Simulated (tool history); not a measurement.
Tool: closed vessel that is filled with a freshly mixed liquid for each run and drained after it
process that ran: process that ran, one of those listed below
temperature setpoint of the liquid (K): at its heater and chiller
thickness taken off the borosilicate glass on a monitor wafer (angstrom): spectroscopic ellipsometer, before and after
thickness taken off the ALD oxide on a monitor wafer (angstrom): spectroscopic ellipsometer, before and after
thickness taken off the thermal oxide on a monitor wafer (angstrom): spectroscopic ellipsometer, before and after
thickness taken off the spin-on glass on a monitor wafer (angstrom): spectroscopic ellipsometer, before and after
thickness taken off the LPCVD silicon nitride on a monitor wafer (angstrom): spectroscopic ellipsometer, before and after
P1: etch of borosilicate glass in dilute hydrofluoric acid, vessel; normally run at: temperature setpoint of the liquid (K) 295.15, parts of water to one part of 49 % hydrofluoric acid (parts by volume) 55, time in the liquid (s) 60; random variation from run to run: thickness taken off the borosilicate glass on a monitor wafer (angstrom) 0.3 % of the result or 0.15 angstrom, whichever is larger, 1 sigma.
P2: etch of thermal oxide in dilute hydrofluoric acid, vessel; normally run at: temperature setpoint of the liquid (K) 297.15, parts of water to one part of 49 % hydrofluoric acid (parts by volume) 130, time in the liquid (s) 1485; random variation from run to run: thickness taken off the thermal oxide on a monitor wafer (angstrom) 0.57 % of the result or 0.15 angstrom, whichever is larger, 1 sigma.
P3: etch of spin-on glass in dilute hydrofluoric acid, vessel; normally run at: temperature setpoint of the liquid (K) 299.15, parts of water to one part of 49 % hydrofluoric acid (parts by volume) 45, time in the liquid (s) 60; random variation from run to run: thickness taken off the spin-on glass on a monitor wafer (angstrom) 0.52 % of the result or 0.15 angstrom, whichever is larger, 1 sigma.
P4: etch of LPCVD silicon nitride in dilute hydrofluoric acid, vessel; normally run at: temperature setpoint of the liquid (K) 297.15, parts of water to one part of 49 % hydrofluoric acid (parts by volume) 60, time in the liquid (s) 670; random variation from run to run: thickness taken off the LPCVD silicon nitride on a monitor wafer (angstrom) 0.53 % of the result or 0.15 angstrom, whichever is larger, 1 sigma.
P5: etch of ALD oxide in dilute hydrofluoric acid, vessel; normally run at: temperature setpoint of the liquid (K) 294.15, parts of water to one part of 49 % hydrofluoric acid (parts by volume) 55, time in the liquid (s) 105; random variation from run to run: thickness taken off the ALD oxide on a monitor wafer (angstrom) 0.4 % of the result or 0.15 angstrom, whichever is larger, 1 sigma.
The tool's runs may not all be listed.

run   hour  process that ran  temperature setpoint of the liquid (K)  parts of water to one part of 49 % hydrofluoric acid (parts by volume)  time in the liquid (s)  hours since the thermometer was replaced  hours since the hydrofluoric acid flow meter was replaced  thickness taken off the borosilicate glass on a monitor wafer (angstrom)  thickness taken off the ALD oxide on a monitor wafer (angstrom)  thickness taken off the thermal oxide on a monitor wafer (angstrom)  thickness taken off the spin-on glass on a monitor wafer (angstrom)  thickness taken off the LPCVD silicon nitride on a monitor wafer (angstrom)
  1    7.1                P1                                  295.15                                                                      55                      60                                     284.5                                                      262.6                                                                    386.93
  2     14                P1                                  295.15                                                                      20                      60                                     291.4                                                      269.5                                                                    1110.9
  3   22.7                P5                                  294.15                                                                      80                     105                                     300.1                                                      278.2                                                                                                                                     364.98
  4   31.1                P2                                  297.15                                                                     130                    2570                                     308.5                                                      286.6                                                                                                                                                                                                          894.03
  5   40.9                P1                                  291.65                                                                      55                      60                                     318.3                                                      296.4                                                                    333.08
  6   49.7                P3                                  299.15                                                                      45                      60                                     327.1                                                      305.2                                                                                                                                                                                                                                                                               410.72
  7   57.9                P2                                  297.15                                                                     130                    1485                                     335.3                                                      313.4                                                                                                                                                                                                          518.63
  8     67                P3                                  299.15                                                                      45                      95                                     344.4                                                      322.5                                                                                                                                                                                                                                                                               648.07
  9   75.4                P4                                  297.15                                                                     110                     670                                     352.8                                                      330.9                                                                                                                                                                                                                                                                                                                                                              28.7
 10   82.7                P1                                  295.15                                                                      55                     115                                     360.1                                                      338.2                                                                    737.63
 11   92.2                P3                                  294.15                                                                      45                      60                                     369.6                                                      347.7                                                                                                                                                                                                                                                                               334.15
 12  102.3                P1                                  302.65                                                                      55                      60                                     379.7                                                      357.8                                                                    523.41
 13  110.2                P2                                  297.15                                                                     130                    1485                                     387.6                                                      365.7                                                                                                                                                                                                          515.45
 14  118.8                P1                                  295.15                                                                      55                      30                                     396.2                                                      374.3                                                                    191.97
 15  128.8                P2                                  297.15                                                                      80                    1485                                     406.2                                                      384.3                                                                                                                                                                                                          889.14
 16  139.2                P1                                  295.15                                                                      85                      60                                     416.6                                                      394.7                                                                    240.09
 17  147.4                P5                                  294.15                                                                      55                      30                                     424.8                                                      402.9                                                                                                                                     155.45
 18  154.7                P1                                  295.15                                                                      55                      60                                     432.1                                                      410.2                                                                    384.21
 19  161.8                P2                                  305.15                                                                     130                    1485                                     439.2                                                      417.3                                                                                                                                                                                                           690.4
 20  171.9                P3                                  299.15                                                                      70                      60                                     449.3                                                      427.4                                                                                                                                                                                                                                                                               254.01
 21  180.4                P5                                  294.15                                                                      55                     105                                     457.8                                                      435.9                                                                                                                                     546.48
 22  189.6                P4                                  297.15                                                                      60                     670                                       467                                                      445.1                                                                                                                                                                                                                                                                                                                                                            51.654
 23  198.7                P4                                  304.15                                                                      60                     670                                     476.1                                                      454.2                                                                                                                                                                                                                                                                                                                                                            81.969
 24  206.5                P1                                  295.15                                                                      55                      60                                     483.9                                                        462                                                                    384.54
 25  216.3                P4                                  297.15                                                                      60                    1040                                     493.7                                                      471.8                                                                                                                                                                                                                                                                                                                                                            80.717
 26  225.3                P1                                  295.15                                                                      55                      60                                     502.7                                                      480.8                                                                    386.11
 27  231.1                P1                                  295.15                                                                      55                      60                                     508.5                                                      486.6                                                                    384.39
 28  237.4                P1                                  295.15                                                                      30                      95                                     514.8                                                      492.9                                                                    1152.6
 29  243.5                P5                                  294.15                                                                      55                     105                                     520.9                                                        499                                                                                                                                      544.2
 30  250.2                P5                                  300.65                                                                      55                     105                                     527.6                                                      505.7                                                                                                                                     712.09

Forecast run 31:
 31  259.1                P1                                  295.15                                                                      55                      60                                     536.5                                                      514.6                                                                         ?

Run 31 gave thickness taken off the borosilicate glass on a monitor wafer (angstrom) 386.11.

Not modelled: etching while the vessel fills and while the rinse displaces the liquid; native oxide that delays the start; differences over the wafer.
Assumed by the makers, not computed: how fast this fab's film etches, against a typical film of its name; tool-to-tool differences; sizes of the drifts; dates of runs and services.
